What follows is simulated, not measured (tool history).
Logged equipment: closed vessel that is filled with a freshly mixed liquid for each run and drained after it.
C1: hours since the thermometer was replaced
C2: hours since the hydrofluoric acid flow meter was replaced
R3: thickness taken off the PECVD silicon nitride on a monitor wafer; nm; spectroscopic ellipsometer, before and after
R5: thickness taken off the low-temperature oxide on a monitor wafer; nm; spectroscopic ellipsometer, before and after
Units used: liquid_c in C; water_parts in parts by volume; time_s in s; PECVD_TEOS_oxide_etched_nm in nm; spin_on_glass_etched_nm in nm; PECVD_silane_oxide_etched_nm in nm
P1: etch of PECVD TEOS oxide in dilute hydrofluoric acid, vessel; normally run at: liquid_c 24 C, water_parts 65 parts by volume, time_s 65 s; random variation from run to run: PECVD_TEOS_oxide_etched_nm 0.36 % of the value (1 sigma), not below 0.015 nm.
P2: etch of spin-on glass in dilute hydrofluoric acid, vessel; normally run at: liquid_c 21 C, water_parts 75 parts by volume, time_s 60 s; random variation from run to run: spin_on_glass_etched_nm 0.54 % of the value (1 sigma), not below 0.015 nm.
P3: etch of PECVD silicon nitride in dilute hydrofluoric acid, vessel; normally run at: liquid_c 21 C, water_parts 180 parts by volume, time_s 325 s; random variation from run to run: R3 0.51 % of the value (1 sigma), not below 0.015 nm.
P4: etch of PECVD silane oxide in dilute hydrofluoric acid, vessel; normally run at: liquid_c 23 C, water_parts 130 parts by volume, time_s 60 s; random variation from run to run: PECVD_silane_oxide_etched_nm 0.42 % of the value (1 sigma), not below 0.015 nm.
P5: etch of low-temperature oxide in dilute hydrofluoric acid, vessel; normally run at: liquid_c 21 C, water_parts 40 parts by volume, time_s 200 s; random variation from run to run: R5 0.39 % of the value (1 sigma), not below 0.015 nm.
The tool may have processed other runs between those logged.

{"run": 1, "hour": 13.3, "process": "P1", "liquid_c": 24, "water_parts": 65, "time_s": 65, "C1": 833.6, "C2": 416.9, "PECVD_TEOS_oxide_etched_nm": 16.457}
{"run": 2, "hour": 21.2, "process": "P2", "liquid_c": 21, "water_parts": 120, "time_s": 60, "C1": 841.5, "C2": 424.8, "spin_on_glass_etched_nm": 18.443}
{"run": 3, "hour": 36.5, "process": "P1", "liquid_c": 30, "water_parts": 105, "time_s": 65, "C1": 856.8, "C2": 440.1, "PECVD_TEOS_oxide_etched_nm": 12.197}
{"run": 4, "hour": 51.4, "process": "P1", "liquid_c": 24, "water_parts": 65, "time_s": 65, "C1": 871.7, "C2": 455, "PECVD_TEOS_oxide_etched_nm": 16.403}
{"run": 5, "hour": 64.9, "process": "P3", "liquid_c": 21, "water_parts": 110, "time_s": 325, "C1": 885.2, "C2": 468.5, "R3": 7.9076}
{"run": 6, "hour": 79.7, "process": "P1", "liquid_c": 24, "water_parts": 100, "time_s": 65, "C1": 900, "C2": 483.3, "PECVD_TEOS_oxide_etched_nm": 10.256}
{"run": 7, "hour": 89.7, "process": "P4", "liquid_c": 30, "water_parts": 130, "time_s": 60, "C1": 910, "C2": 493.3, "PECVD_silane_oxide_etched_nm": 12.903}
{"run": 8, "hour": 102.4, "process": "P1", "liquid_c": 18.5, "water_parts": 65, "time_s": 65, "C1": 922.7, "C2": 506, "PECVD_TEOS_oxide_etched_nm": 13.154}
{"run": 9, "hour": 113.8, "process": "P4", "liquid_c": 23, "water_parts": 130, "time_s": 60, "C1": 934.1, "C2": 517.4, "PECVD_silane_oxide_etched_nm": 9.909}
{"run": 10, "hour": 121.5, "process": "P1", "liquid_c": 24, "water_parts": 65, "time_s": 65, "C1": 941.8, "C2": 525.1, "PECVD_TEOS_oxide_etched_nm": 16.354}
{"run": 11, "hour": 134.7, "process": "P1", "liquid_c": 29, "water_parts": 65, "time_s": 65, "C1": 955, "C2": 538.3, "PECVD_TEOS_oxide_etched_nm": 19.91}
{"run": 12, "hour": 142.6, "process": "P4", "liquid_c": 23, "water_parts": 130, "time_s": 85, "C1": 962.9, "C2": 546.2, "PECVD_silane_oxide_etched_nm": 14.198}
{"run": 13, "hour": 155.2, "process": "P1", "liquid_c": 24, "water_parts": 65, "time_s": 30, "C1": 975.5, "C2": 558.8, "PECVD_TEOS_oxide_etched_nm": 7.5472}
{"run": 14, "hour": 162.5, "process": "P3", "liquid_c": 17, "water_parts": 180, "time_s": 325, "C1": 982.8, "C2": 566.1, "R3": 3.6972}
{"run": 15, "hour": 174.6, "process": "P1", "liquid_c": 19.5, "water_parts": 65, "time_s": 30, "C1": 994.9, "C2": 578.2, "PECVD_TEOS_oxide_etched_nm": 6.3308}
{"run": 16, "hour": 190.6, "process": "P2", "liquid_c": 21, "water_parts": 75, "time_s": 60, "C1": 1010.9, "C2": 594.2, "spin_on_glass_etched_nm": 31.4}
{"run": 17, "hour": 199.0, "process": "P5", "liquid_c": 21, "water_parts": 40, "time_s": 200, "C1": 1019.3, "C2": 602.6, "R5": 53.886}
{"run": 18, "hour": 212.4, "process": "P3", "liquid_c": 21, "water_parts": 180, "time_s": 115, "C1": 1032.7, "C2": 616, "R3": 1.7266}
{"run": 19, "hour": 222.2, "process": "P1", "liquid_c": 24, "water_parts": 65, "time_s": 95, "C1": 1042.5, "C2": 625.8, "PECVD_TEOS_oxide_etched_nm": 24.047}
{"run": 20, "hour": 234.0, "process": "P1", "liquid_c": 24, "water_parts": 65, "time_s": 65, "C1": 1054.3, "C2": 637.6, "PECVD_TEOS_oxide_etched_nm": 16.516}
{"run": 21, "hour": 245.0, "process": "P4", "liquid_c": 23, "water_parts": 25, "time_s": 60, "C1": 1065.3, "C2": 648.6, "PECVD_silane_oxide_etched_nm": 58.639}
{"run": 22, "hour": 261.0, "process": "P5", "liquid_c": 21, "water_parts": 40, "time_s": 310, "C1": 1081.3, "C2": 664.6, "R5": 83.967}
{"run": 23, "hour": 273.1, "process": "P5", "liquid_c": 27.5, "water_parts": 40, "time_s": 200, "C1": 1093.4, "C2": 676.7, "R5": 70.518}
{"run": 24, "hour": 283.5, "process": "P1", "liquid_c": 24, "water_parts": 40, "time_s": 65, "C1": 1103.8, "C2": 687.1, "PECVD_TEOS_oxide_etched_nm": 27.641}
{"run": 25, "hour": 292.4, "process": "P2", "liquid_c": 21, "water_parts": 75, "time_s": 60, "C1": 1112.7, "C2": 696, "spin_on_glass_etched_nm": 30.977}
{"run": 26, "hour": 305.8, "process": "P2", "liquid_c": 21, "water_parts": 75, "time_s": 90, "C1": 1126.1, "C2": 709.4, "spin_on_glass_etched_nm": 47.271}
{"run": 27, "hour": 316.7, "process": "P1", "liquid_c": 24, "water_parts": 65, "time_s": 65, "C1": 1137, "C2": 720.3, "PECVD_TEOS_oxide_etched_nm": 16.508}
{"run": 28, "hour": 329.7, "process": "P2", "liquid_c": 29, "water_parts": 75, "time_s": 60, "C1": 1150, "C2": 733.3, "spin_on_glass_etched_nm": 43.51}
{"run": 29, "hour": 336.6, "process": "P5", "liquid_c": 21, "water_parts": 20, "time_s": 200, "C1": 1156.9, "C2": 740.2, "R5": 110.32}
{"run": 30, "hour": 345.5, "process": "P1", "liquid_c": 24, "water_parts": 105, "time_s": 100, "C1": 1165.8, "C2": 749.1, "PECVD_TEOS_oxide_etched_nm": 14.901}
{"run": 31, "hour": 360.0, "process": "P3", "liquid_c": 21, "water_parts": 180, "time_s": 325, "C1": 1180.3, "C2": 763.6, "R3": 4.9237}
{"run": 32, "hour": 372.2, "process": "P4", "liquid_c": 23, "water_parts": 130, "time_s": 60, "C1": 1192.5, "C2": 775.8, "PECVD_silane_oxide_etched_nm": 9.9816}
{"run": 33, "hour": 380.9, "process": "P3", "liquid_c": 21, "water_parts": 180, "time_s": 325, "C1": 1201.2, "C2": 784.5, "R3": 4.8892}
{"run": 34, "hour": 391.3, "process": "P1", "liquid_c": 24, "water_parts": 65, "time_s": 65, "C1": 1211.6, "C2": 794.9, "PECVD_TEOS_oxide_etched_nm": 16.452}
{"run": 35, "hour": 401.5, "process": "P1", "liquid_c": 24, "water_parts": 65, "time_s": 65, "C1": 1221.8, "C2": 805.1, "PECVD_TEOS_oxide_etched_nm": 16.137}
{"run": 36, "hour": 412.0, "process": "P1", "liquid_c": 24, "water_parts": 65, "time_s": 65, "C1": 1232.3, "C2": 815.6, "PECVD_TEOS_oxide_etched_nm": 15.852}
{"run": 37, "hour": 426.5, "process": "P1", "liquid_c": 24, "water_parts": 65, "time_s": 65, "C1": 1246.8, "C2": 830.1, "PECVD_TEOS_oxide_etched_nm": 15.684}
{"run": 38, "hour": 442.2, "process": "P1", "liquid_c": 24, "water_parts": 65, "time_s": 65, "C1": 1262.5, "C2": 845.8, "PECVD_TEOS_oxide_etched_nm": 15.493}
{"run": 39, "hour": 451.9, "process": "P1", "liquid_c": 24, "water_parts": 65, "time_s": 65, "C1": 1272.2, "C2": 855.5, "PECVD_TEOS_oxide_etched_nm": 15.419}
{"run": 40, "hour": 459.1, "process": "P1", "liquid_c": 24, "water_parts": 65, "time_s": 65, "C1": 1279.4, "C2": 862.7, "PECVD_TEOS_oxide_etched_nm": 15.53}
{"run": 41, "hour": 467.9, "process": "P1", "liquid_c": 24, "water_parts": 65, "time_s": 65, "C1": 1288.2, "C2": 871.5, "PECVD_TEOS_oxide_etched_nm": 15.454}
{"run": 42, "hour": 480.5, "process": "P1", "liquid_c": 24, "water_parts": 65, "time_s": 65, "C1": 1300.8, "C2": 884.1, "PECVD_TEOS_oxide_etched_nm": 15.475}

Expected results for the next run?
{"run": 43, "hour": 496.6, "process": "P1", "liquid_c": 24, "water_parts": 65, "time_s": 65, "C1": 1316.9, "C2": 900.2, "PECVD_TEOS_oxide_etched_nm": "?"}

PECVD_TEOS_oxide_etched_nm: 15.407 nm
